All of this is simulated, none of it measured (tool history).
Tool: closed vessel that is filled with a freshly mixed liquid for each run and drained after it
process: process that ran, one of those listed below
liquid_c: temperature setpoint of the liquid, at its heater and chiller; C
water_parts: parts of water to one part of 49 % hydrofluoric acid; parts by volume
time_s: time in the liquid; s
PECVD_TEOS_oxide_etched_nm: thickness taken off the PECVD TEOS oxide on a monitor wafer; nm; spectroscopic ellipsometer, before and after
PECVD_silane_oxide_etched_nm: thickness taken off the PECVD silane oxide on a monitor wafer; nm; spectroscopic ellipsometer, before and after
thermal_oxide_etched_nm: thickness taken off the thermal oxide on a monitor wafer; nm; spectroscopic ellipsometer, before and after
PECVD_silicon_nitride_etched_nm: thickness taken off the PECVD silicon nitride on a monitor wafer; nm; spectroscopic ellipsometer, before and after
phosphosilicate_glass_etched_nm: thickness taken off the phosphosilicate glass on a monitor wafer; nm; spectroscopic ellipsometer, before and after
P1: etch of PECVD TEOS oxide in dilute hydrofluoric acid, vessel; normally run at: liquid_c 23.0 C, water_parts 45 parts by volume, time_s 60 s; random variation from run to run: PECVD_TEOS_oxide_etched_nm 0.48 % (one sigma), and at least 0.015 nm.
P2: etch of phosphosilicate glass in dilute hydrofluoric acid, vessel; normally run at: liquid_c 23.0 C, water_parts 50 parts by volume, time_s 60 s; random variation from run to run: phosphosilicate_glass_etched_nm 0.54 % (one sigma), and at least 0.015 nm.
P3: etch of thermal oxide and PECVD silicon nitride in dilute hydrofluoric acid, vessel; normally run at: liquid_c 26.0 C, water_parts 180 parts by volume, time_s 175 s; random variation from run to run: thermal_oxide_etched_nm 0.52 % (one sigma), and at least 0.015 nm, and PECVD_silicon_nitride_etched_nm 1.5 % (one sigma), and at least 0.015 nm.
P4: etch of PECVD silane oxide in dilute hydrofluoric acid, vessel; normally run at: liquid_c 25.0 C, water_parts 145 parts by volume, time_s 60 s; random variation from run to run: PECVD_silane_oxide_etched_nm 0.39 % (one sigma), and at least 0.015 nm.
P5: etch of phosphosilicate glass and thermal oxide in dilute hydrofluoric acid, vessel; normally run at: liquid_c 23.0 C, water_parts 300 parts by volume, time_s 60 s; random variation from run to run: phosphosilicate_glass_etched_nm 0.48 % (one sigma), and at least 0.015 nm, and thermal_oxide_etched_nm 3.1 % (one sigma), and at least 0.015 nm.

run,hour,process,liquid_c,water_parts,time_s,PECVD_TEOS_oxide_etched_nm,PECVD_silane_oxide_etched_nm,thermal_oxide_etched_nm,PECVD_silicon_nitride_etched_nm,phosphosilicate_glass_etched_nm
1,4.7,P1,23.0,45,60,39.632,,,,
2,9.3,P1,23.0,45,60,39.579,,,,
3,12.6,P4,25.0,145,60,,6.0990,,,
4,17.2,P3,32.0,180,175,,,5.67960,2.7174,
5,21.7,P1,23.0,45,35,23.016,,,,
6,25.3,P1,23.0,20,60,91.426,,,,
7,31.6,P2,23.0,50,60,,,,,85.176
8,37.3,P1,23.0,25,30,36.352,,,,
9,43.4,P1,23.0,45,60,39.812,,,,
10,49.6,P1,23.0,45,60,39.401,,,,
11,53.4,P3,26.0,180,175,,,4.60400,1.8464,
12,56.3,P1,23.0,45,60,39.301,,,,
# hour 56.6: thermometer replaced
13,61.7,P4,30.5,145,60,,7.5050,,,
14,64.9,P4,25.0,145,30,,3.0701,,,
15,70.8,P1,17.0,45,60,30.706,,,,
16,76.4,P2,23.0,50,95,,,,,134.770
17,81.9,P1,30.0,45,110,96.205,,,,
# hour 84.0: hydrofluoric acid flow meter replaced
18,85.7,P1,29.0,45,60,50.446,,,,
19,91.8,P4,25.0,35,60,,29.0550,,,
20,96.1,P1,23.0,45,115,76.508,,,,
21,101.6,P1,23.0,45,60,39.801,,,,
22,107.7,P5,23.0,300,60,,,0.77909,,31.308
23,113.7,P2,29.5,50,60,,,,,111.220
24,119.2,P5,23.0,55,60,,,5.46320,,223.320
25,123.5,P2,23.0,20,60,,,,,221.760
26,127.7,P5,23.0,300,30,,,0.35581,,15.702
27,131.5,P3,26.0,300,175,,,2.44890,1.1093,
28,135.2,P2,23.0,50,60,,,,,85.358
29,138.7,P5,23.0,300,60,,,0.78010,,31.403
30,143.4,P3,26.0,180,325,,,8.62510,3.5157,
31,147.0,P4,25.0,145,60,,6.0876,,,
32,152.4,P1,23.0,30,30,30.374,,,,
33,156.3,P5,18.5,300,60,,,0.66850,,26.781
34,160.6,P1,23.0,75,60,22.970,,,,
35,165.0,P1,23.0,45,60,39.743,,,,
36,168.9,P1,23.0,45,60,38.432,,,,
37,171.8,P1,23.0,45,60,38.004,,,,
38,174.7,P1,23.0,45,60,37.695,,,,
39,180.0,P1,23.0,45,60,37.155,,,,
40,185.2,P1,23.0,45,60,37.194,,,,
41,190.8,P1,23.0,45,60,36.925,,,,
42,195.6,P1,23.0,45,60,36.732,,,,

What P1 gives has crept away from where it was. These 2 causes fit the log equally well, each at the size given:
A: hydrofluoric acid flow below the setpoint (%) = 6.71
B: liquid colder than its thermometer reads (K) = 1.76
The creep began at about hour 165.0.

4 check runs are offered, each on 3 wafers whose results are averaged, their results left as question marks. Which one tells the causes apart?
check 1,200.4,P2,23.0,20,60,,,,,?
check 2,200.4,P3,31.5,285,175,,,?,?,
check 3,200.4,P5,23.0,60,60,,,?,,?
check 4,200.4,P4,29.5,40,60,,?,,,

What each check would give under each cause:
check,result,if A,if B
check 1,phosphosilicate_glass_etched_nm,206.100,205.300
check 2,thermal_oxide_etched_nm,2.83140,2.93510
check 2,PECVD_silicon_nitride_etched_nm,1.5304,1.4866
check 3,thermal_oxide_etched_nm,4.56540,4.57480
check 3,phosphosilicate_glass_etched_nm,188.390,188.770
check 4,PECVD_silane_oxide_etched_nm,28.1600,28.2580
How far apart the two closest causes lie, in the result that separates them most: check 1 0.39 %; check 2 3.6 %; check 3 0.21 %; check 4 0.35 %
Check 2 tells the causes apart: in the others they would give nearly the same result.

Then check 2 was run and gave: thermal_oxide_etched_nm 2.91770 nm; PECVD_silicon_nitride_etched_nm 1.4561 nm. Which cause is it?

It is B: liquid colder than its thermometer reads (K).
